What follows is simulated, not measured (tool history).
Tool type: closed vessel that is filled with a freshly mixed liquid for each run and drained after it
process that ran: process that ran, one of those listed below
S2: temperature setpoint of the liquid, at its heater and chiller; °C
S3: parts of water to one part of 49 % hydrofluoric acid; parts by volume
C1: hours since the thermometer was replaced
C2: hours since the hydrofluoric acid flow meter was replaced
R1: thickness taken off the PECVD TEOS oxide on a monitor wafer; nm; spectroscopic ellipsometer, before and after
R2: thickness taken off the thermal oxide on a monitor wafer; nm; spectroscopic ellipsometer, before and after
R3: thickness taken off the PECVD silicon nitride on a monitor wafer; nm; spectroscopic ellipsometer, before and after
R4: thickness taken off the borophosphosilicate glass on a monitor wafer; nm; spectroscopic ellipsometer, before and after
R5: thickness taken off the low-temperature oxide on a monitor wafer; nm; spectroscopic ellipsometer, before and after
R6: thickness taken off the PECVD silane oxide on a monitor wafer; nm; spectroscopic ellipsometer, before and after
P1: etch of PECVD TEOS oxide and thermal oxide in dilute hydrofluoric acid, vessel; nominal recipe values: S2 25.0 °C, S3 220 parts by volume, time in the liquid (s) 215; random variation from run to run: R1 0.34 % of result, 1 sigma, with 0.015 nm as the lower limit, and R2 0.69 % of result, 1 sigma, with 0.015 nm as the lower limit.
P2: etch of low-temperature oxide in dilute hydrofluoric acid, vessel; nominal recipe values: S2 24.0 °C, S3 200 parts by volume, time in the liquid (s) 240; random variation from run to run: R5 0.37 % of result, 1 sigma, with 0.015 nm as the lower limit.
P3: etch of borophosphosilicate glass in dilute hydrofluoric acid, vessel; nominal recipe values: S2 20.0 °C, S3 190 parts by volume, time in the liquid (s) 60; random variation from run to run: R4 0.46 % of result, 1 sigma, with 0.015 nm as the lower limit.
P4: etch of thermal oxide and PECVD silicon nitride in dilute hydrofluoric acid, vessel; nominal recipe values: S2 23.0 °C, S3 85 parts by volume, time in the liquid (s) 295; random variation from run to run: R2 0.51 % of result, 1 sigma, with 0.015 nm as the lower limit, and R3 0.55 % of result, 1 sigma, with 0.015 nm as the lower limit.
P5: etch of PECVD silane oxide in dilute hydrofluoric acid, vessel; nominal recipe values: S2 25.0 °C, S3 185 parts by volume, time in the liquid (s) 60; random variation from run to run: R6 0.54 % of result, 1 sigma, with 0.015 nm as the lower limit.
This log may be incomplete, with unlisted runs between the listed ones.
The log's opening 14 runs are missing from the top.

{"run": 15, "hour": 180.2, "process that ran": "P1", "S2": 17.0, "S3": 220, "time in the liquid (s)": 30, "C1": 571.2, "C2": 1171.3, "R1": 1.6427, "R2": 0.43112}
{"run": 16, "hour": 197.6, "process that ran": "P1", "S2": 25.0, "S3": 220, "time in the liquid (s)": 215, "C1": 588.6, "C2": 1188.7, "R1": 16.117, "R2": 3.9977}
{"run": 17, "hour": 208.5, "process that ran": "P5", "S2": 32.0, "S3": 185, "time in the liquid (s)": 60, "C1": 599.5, "C2": 1199.6, "R6": 12.754}
{"run": 18, "hour": 223.3, "process that ran": "P4", "S2": 30.5, "S3": 85, "time in the liquid (s)": 295, "C1": 614.3, "C2": 1214.4, "R2": 20.979, "R3": 20.07}
{"run": 19, "hour": 234.0, "process that ran": "P4", "S2": 23.0, "S3": 20, "time in the liquid (s)": 295, "C1": 625.0, "C2": 1225.1, "R2": 72.601, "R3": 50.006}
{"run": 20, "hour": 244.8, "process that ran": "P1", "S2": 25.0, "S3": 220, "time in the liquid (s)": 215, "C1": 635.8, "C2": 1235.9, "R1": 16.148, "R2": 3.9844}
{"run": 21, "hour": 262.5, "process that ran": "P2", "S2": 24.0, "S3": 200, "time in the liquid (s)": 240, "C1": 653.5, "C2": 1253.6, "R5": 29.743}
{"run": 22, "hour": 271.5, "process that ran": "P1", "S2": 25.0, "S3": 220, "time in the liquid (s)": 215, "C1": 662.5, "C2": 1262.6, "R1": 16.069, "R2": 4.0433}
{"run": 23, "hour": 289.0, "process that ran": "P3", "S2": 20.0, "S3": 35, "time in the liquid (s)": 60, "C1": 680.0, "C2": 1280.1, "R4": 90.504}

Run 24 has not been measured yet. What should we expect?
{"run": 24, "hour": 300.8, "process that ran": "P1", "S2": 31.0, "S3": 220, "time in the liquid (s)": 215, "C1": 691.8, "C2": 1291.9, "R1": "?", "R2": "?"}

R1: 19.7690 nm
R2: 4.85170 nm

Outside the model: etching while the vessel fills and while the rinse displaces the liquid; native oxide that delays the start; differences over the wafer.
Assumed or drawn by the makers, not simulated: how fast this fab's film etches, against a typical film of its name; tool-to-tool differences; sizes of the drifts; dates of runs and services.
